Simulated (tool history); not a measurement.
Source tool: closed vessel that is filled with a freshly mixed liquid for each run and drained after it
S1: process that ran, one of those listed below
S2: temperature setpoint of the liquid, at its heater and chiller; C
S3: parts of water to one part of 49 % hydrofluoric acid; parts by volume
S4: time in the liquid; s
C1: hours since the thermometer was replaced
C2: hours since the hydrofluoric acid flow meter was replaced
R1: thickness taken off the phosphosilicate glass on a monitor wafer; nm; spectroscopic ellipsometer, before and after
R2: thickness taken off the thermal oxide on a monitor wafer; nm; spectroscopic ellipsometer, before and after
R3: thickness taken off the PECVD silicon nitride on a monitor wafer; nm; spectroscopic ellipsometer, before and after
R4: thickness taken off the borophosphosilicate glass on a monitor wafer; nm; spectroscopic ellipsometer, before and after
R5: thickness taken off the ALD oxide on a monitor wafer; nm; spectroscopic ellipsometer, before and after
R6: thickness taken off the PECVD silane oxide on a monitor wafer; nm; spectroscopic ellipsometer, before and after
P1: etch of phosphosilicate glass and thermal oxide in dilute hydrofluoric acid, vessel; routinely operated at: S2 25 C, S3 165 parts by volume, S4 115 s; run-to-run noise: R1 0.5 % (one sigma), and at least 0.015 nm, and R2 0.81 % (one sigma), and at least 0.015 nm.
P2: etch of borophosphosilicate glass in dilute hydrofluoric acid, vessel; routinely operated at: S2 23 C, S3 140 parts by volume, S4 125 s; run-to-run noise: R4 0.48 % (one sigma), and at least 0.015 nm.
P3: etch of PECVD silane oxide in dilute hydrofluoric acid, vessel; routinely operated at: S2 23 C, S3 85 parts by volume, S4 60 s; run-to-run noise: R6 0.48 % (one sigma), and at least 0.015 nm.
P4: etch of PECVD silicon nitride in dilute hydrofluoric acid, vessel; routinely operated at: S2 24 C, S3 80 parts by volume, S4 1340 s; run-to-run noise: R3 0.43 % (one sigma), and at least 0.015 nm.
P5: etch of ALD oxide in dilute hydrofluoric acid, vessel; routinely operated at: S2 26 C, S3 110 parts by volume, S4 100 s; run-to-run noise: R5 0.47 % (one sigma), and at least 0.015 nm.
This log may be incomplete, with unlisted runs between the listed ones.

run   hour  S1    S2   S3    S4     C1      C2      R1      R2      R3      R4      R5      R6
  1   14.2  P1    25  165   115  567.6  1540.5  40.636  3.1618
  2   30.6  P4    24   80  2005    584  1556.9                  52.465
  3   42.7  P4    24   80  1340  596.1    1569                  34.644
  4   50.9  P1    25  165   115  604.3  1577.2  40.552  3.2317
  5   64.7  P4  29.5   80  1340  618.1    1591                   50.16
  6   77.7  P2    23   35   125  631.1    1604                           113.6
  7   90.7  P1    20  165   115  644.1    1617  33.608  2.6274
  8  101.9  P1    25  165   115  655.3  1628.2  40.964  3.1706
  9  114.1  P2    23  140   235  667.5  1640.4                          47.401
 10  130.1  P5    20  110   100  683.5  1656.4                                  11.063
 11    145  P1    25  165    50  698.4  1671.3  17.634  1.3858
 12    153  P2    23  140   125  706.4  1679.3                          25.264
 13  168.4  P3    23   20    60  721.8  1694.7                                          49.591
 14  183.2  P1    25  165   115  736.6  1709.5  40.711  3.1945
 15    195  P4    24   80  1340  748.4  1721.3                  34.775
 16  206.4  P2    23  140   125  759.8  1732.7                          25.291
 17  215.2  P1    25  165   115  768.6  1741.5  40.792  3.1951
 18  223.3  P3    23   85    60  776.7  1749.6                                          10.645
 19  233.9  P1    25  250   225  787.3  1760.2  47.922  3.7393
       250  -- thermometer replaced
 20  250.1  P1    25  250   115    0.2  1776.4  24.465   1.901
 21    265  P2    18  140   125   15.1  1791.3                          20.573
 22  278.9  P3    19   85    60     29  1805.2                                          9.1246
 23  286.6  P5    26   60   100   36.7  1812.9                                  27.461
 24  301.2  P1    25  165   115   51.3  1827.5  40.956  3.2085
 25  316.7  P4    24  145  1340   66.8    1843                  19.321
 26  330.2  P5    26  110   100   80.3  1856.5                                  14.081
 27  343.5  P1    25  165   215   93.6  1869.8  76.082  5.9565
 28  352.4  P5    26  110   190  102.5  1878.7                                  26.676
 29    370  P1    25  165   115  120.1  1896.3  40.803  3.2132
 30  381.9  P3    23   85    30    132  1908.2                                           5.289
 31  394.7  P1    25   95   115  144.8    1921   76.99  6.0923
 32  408.5  P1    31  165   115  158.6  1934.8   50.65  3.9448
 33  420.9  P1    25  165   115    171  1947.2  40.857   3.217
 34  435.2  P1    25  165   115  185.3  1961.5  41.691   3.288
 35  449.6  P1    25  165   115  199.7  1975.9  41.857   3.355
 36  460.3  P1    25  165   115  210.4  1986.6  42.617  3.3236
 37  474.6  P1    25  165   115  224.7  2000.9  43.221  3.3367
 38    488  P1    25  165   115  238.1  2014.3  42.934  3.3593
 39  501.3  P1    25  165   115  251.4  2027.6  43.048  3.3265
 40  518.8  P1    25  165   115  268.9  2045.1  43.003  3.3716
 41  526.5  P1    25  165   115  276.6  2052.8  43.098  3.3898
 42  534.6  P1    25  165   115  284.7  2060.9  43.036   3.411

What P1 gives has crept off from where it sat before. The 2 causes that follow fit the log equally well, each at the size noted:
A: hydrofluoric acid flow above the setpoint (%) = 5.13
B: liquid hotter than its thermometer reads (K) = 1.6
Onset of the creep was near hour 420.9.

Each of the 4 check runs below uses one wafer; its results are left as question marks. Which run tells the causes apart?
check 1  542.7  P2  23  140   125                       ?
check 2  542.7  P5  26  110   100                           ?
check 3  542.7  P3  23   85    60                               ?
check 4  542.7  P4  24   80  1340                   ?

How each check would come out, cause by cause:
  check  result    if A    if B
check 1      R4   26.69  26.795
check 2      R5  14.808  14.873
check 3      R6  11.303  11.406
check 4      R3  36.572  38.698
Per-check spread between the two closest causes, in the result where they differ most: check 1 0.39 %; check 2 0.44 %; check 3 0.9 %; check 4 5.65 %
The other checks would show nearly matching results whichever cause is true, so check 4 is the only one that separates the causes.

After running check 4, the following was obtained: R3 36.454 nm. Which cause does this point to?

The cause is A: hydrofluoric acid flow above the setpoint (%).
